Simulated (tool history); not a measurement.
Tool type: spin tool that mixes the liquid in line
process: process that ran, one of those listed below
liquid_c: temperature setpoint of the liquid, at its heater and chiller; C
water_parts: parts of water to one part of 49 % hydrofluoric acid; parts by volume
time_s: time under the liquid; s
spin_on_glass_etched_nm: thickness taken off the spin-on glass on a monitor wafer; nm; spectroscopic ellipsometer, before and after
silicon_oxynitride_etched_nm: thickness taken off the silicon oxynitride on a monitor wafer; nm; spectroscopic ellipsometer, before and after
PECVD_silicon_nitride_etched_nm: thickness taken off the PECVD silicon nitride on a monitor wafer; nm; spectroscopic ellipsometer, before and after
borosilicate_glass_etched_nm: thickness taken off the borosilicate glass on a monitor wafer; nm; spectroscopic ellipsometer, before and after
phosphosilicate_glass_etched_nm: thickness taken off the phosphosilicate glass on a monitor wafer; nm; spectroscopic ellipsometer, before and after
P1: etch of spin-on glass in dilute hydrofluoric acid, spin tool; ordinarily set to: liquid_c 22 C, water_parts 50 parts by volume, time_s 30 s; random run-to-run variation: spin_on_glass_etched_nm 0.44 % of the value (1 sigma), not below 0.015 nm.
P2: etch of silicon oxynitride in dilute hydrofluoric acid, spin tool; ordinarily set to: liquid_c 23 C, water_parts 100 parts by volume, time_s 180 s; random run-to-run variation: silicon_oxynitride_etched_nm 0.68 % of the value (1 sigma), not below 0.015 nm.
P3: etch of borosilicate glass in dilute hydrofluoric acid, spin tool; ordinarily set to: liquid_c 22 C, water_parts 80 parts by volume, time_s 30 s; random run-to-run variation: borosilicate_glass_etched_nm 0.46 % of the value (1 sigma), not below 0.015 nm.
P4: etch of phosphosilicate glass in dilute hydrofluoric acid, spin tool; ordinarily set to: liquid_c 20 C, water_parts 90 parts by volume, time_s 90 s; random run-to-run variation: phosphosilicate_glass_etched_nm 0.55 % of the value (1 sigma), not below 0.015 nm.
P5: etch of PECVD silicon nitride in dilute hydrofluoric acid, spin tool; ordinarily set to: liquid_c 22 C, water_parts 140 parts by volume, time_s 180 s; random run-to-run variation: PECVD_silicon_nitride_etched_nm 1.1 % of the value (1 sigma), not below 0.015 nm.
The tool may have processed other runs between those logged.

run,hour,process,liquid_c,water_parts,time_s,spin_on_glass_etched_nm,silicon_oxynitride_etched_nm,PECVD_silicon_nitride_etched_nm,borosilicate_glass_etched_nm,phosphosilicate_glass_etched_nm
1,7,P1,22,50,30,19.597,,,,
2,17.2,P2,23,30,180,,11.816,,,
3,28,P5,22,140,180,,,2.5115,,
4,37.3,P5,22,30,180,,,11.377,,
5,45.5,P3,22,25,30,,,,31.486,
6,55.8,P1,22,50,30,19.641,,,,
7,62.9,P4,20,90,150,,,,,82.599
8,68.3,P2,19.5,100,180,,2.8556,,,
9,79.4,P1,22,50,30,19.548,,,,
10,88.1,P4,17,90,90,,,,,43.781
11,99,P1,22,50,30,19.605,,,,
12,108.6,P3,28.5,80,30,,,,11.792,
13,117.8,P4,20,160,90,,,,,25.867
14,128.7,P5,17,140,180,,,1.8179,,
# hour 129: hydrofluoric acid flow meter replaced
15,138.1,P1,22,30,30,33.677,,,,
16,147.9,P3,22,80,15,,,,4.5441,
17,154.7,P1,22,50,55,36.051,,,,
18,161.5,P2,23,100,45,,0.83252,,,
19,171.4,P1,22,50,30,19.517,,,,
20,180.5,P1,27,50,30,24.019,,,,
21,190.1,P4,20,90,90,,,,,49.365
22,198.8,P1,22,50,15,9.8377,,,,
23,209.9,P1,22,80,30,11.789,,,,
24,219.5,P1,28,25,30,51.869,,,,
25,228.6,P4,20,90,90,,,,,49.854
26,235.5,P5,22,140,85,,,1.2151,,
27,245.9,P2,23,100,180,,3.3923,,,
28,254.6,P1,18.5,50,30,16.831,,,,
29,262,P1,22,50,30,19.583,,,,
30,268.7,P2,23,100,180,,3.3597,,,
31,275.7,P3,22,80,30,,,,9.1303,
32,283.4,P1,22,50,30,19.628,,,,
33,289.4,P1,22,50,30,18.838,,,,
34,294.4,P1,22,50,30,18.674,,,,

For run 35, what comes out?
35,305.5,P1,22,50,30,?,,,,

{"run 35": {"spin_on_glass_etched_nm": 18.198}}

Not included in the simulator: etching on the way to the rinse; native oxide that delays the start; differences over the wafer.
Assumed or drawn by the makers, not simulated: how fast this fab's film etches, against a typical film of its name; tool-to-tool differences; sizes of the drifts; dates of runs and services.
